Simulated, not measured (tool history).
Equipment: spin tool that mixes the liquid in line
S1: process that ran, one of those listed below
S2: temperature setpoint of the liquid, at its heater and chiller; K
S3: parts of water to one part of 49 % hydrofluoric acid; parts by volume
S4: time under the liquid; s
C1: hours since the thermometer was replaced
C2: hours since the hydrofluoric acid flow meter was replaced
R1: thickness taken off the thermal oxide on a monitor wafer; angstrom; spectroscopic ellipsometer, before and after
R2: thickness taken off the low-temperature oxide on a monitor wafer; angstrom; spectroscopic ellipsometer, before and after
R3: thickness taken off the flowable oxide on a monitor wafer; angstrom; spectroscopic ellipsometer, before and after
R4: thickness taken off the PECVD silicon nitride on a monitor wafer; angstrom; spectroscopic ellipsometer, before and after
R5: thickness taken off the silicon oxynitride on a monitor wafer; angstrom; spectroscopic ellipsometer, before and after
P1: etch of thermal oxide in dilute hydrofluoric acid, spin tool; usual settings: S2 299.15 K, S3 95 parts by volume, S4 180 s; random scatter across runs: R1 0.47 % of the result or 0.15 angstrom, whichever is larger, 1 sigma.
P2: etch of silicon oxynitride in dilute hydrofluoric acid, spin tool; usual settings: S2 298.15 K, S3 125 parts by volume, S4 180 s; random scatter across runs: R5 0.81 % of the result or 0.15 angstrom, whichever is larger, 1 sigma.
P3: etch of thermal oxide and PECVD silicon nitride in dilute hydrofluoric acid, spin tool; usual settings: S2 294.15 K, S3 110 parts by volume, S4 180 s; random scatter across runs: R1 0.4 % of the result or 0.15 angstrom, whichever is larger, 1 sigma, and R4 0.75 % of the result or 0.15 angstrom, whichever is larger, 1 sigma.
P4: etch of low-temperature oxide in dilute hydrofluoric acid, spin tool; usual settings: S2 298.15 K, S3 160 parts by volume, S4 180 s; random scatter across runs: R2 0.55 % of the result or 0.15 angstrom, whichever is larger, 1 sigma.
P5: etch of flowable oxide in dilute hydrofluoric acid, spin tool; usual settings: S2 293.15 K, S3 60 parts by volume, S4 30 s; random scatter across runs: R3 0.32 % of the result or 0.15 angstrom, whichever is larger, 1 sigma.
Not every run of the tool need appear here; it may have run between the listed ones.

Run 1, hour 4.2: S1 P1, S2 299.15 K, S3 95 parts by volume, S4 180 s; C1 1102.3; C2 726.6. Result: R1 91.603 angstrom.
Run 2, hour 9.4: S1 P4, S2 298.15 K, S3 160 parts by volume, S4 180 s; C1 1107.5; C2 731.8. Result: R2 119.3400 angstrom.
Run 3, hour 15.1: S1 P5, S2 293.15 K, S3 100 parts by volume, S4 30 s; C1 1113.2; C2 737.5. Result: R3 115.16 angstrom.
Run 4, hour 18.9: S1 P1, S2 305.15 K, S3 95 parts by volume, S4 180 s; C1 1117.0; C2 741.3. Result: R1 114.590 angstrom.
Run 5, hour 23.0: S1 P3, S2 294.15 K, S3 110 parts by volume, S4 65 s; C1 1121.1; C2 745.4. Result: R1 25.837 angstrom, R4 11.296 angstrom.
Run 6, hour 27.9: S1 P2, S2 298.15 K, S3 125 parts by volume, S4 180 s; C1 1126.0; C2 750.3. Result: R5 26.158 angstrom.
Run 7, hour 31.8: S1 P1, S2 293.65 K, S3 95 parts by volume, S4 325 s; C1 1129.9; C2 754.2. Result: R1 132.250 angstrom.
Run 8, hour 36.6: S1 P4, S2 298.15 K, S3 160 parts by volume, S4 15 s; C1 1134.7; C2 759.0. Result: R2 9.9635 angstrom.
Run 9, hour 42.3: S1 P1, S2 299.15 K, S3 95 parts by volume, S4 90 s; C1 1140.4; C2 764.7. Result: R1 46.073 angstrom.
Run 10, hour 47.6: S1 P2, S2 298.15 K, S3 125 parts by volume, S4 180 s; C1 1145.7; C2 770.0. Result: R5 25.803 angstrom.
Run 11, hour 50.2: S1 P1, S2 306.65 K, S3 95 parts by volume, S4 70 s; C1 1148.3; C2 772.6. Result: R1 46.944 angstrom.
Run 12, hour 54.0: S1 P5, S2 293.15 K, S3 60 parts by volume, S4 30 s; C1 1152.1; C2 776.4. Result: R3 201.15 angstrom.
Run 13, hour 58.4: S1 P3, S2 290.15 K, S3 110 parts by volume, S4 180 s; C1 1156.5; C2 780.8. Result: R1 60.239 angstrom, R4 24.658 angstrom.
Run 14, hour 61.5: S1 P5, S2 290.15 K, S3 60 parts by volume, S4 30 s; C1 1159.6; C2 783.9. Result: R3 177.41 angstrom.
Run 15, hour 65.4: S1 P1, S2 299.15 K, S3 30 parts by volume, S4 180 s; C1 1163.5; C2 787.8. Result: R1 316.780 angstrom.
Run 16, hour 68.0: S1 P1, S2 299.15 K, S3 95 parts by volume, S4 180 s; C1 1166.1; C2 790.4. Result: R1 92.170 angstrom.
Run 17, hour 71.3: S1 P1, S2 299.15 K, S3 95 parts by volume, S4 290 s; C1 1169.4; C2 793.7. Result: R1 145.760 angstrom.
Run 18, hour 76.5: S1 P4, S2 291.65 K, S3 160 parts by volume, S4 180 s; C1 1174.6; C2 798.9. Result: R2 92.9220 angstrom.
Run 19, hour 79.5: S1 P3, S2 294.15 K, S3 55 parts by volume, S4 180 s; C1 1177.6; C2 801.9. Result: R1 150.650 angstrom, R4 62.792 angstrom.
Run 20, hour 83.0: S1 P2, S2 298.15 K, S3 125 parts by volume, S4 295 s; C1 1181.1; C2 805.4. Result: R5 41.944 angstrom.
Run 21, hour 87.0: S1 P1, S2 299.15 K, S3 95 parts by volume, S4 180 s; C1 1185.1; C2 809.4. Result: R1 91.637 angstrom.
Run 22, hour 92.5: S1 P5, S2 293.15 K, S3 60 parts by volume, S4 60 s; C1 1190.6; C2 814.9. Result: R3 402.68 angstrom.
Run 23, hour 95.8: S1 P1, S2 299.15 K, S3 165 parts by volume, S4 180 s; C1 1193.9; C2 818.2. Result: R1 47.920 angstrom.
Run 24, hour 101.0: S1 P2, S2 298.15 K, S3 30 parts by volume, S4 180 s; C1 1199.1; C2 823.4. Result: R5 116.400 angstrom.
Run 25, hour 104.2: S1 P3, S2 294.15 K, S3 110 parts by volume, S4 180 s; C1 1202.3; C2 826.6. Result: R1 70.156 angstrom, R4 31.882 angstrom.
Run 26, hour 108.9: S1 P1, S2 299.15 K, S3 95 parts by volume, S4 180 s; C1 1207.0; C2 831.3. Result: R1 91.250 angstrom.
Run 27, hour 113.0: S1 P1, S2 294.65 K, S3 95 parts by volume, S4 180 s; C1 1211.1; C2 835.4. Result: R1 76.459 angstrom.
Run 28, hour 118.5: S1 P1, S2 299.15 K, S3 95 parts by volume, S4 180 s; C1 1216.6; C2 840.9. Result: R1 91.442 angstrom.

The next listed run, before its measurement:
Run 29, hour 124.1: S1 P2, S2 302.15 K, S3 125 parts by volume, S4 180 s; C1 1222.2; C2 846.5. Result: R5 ?.

R5: 31.195 angstrom
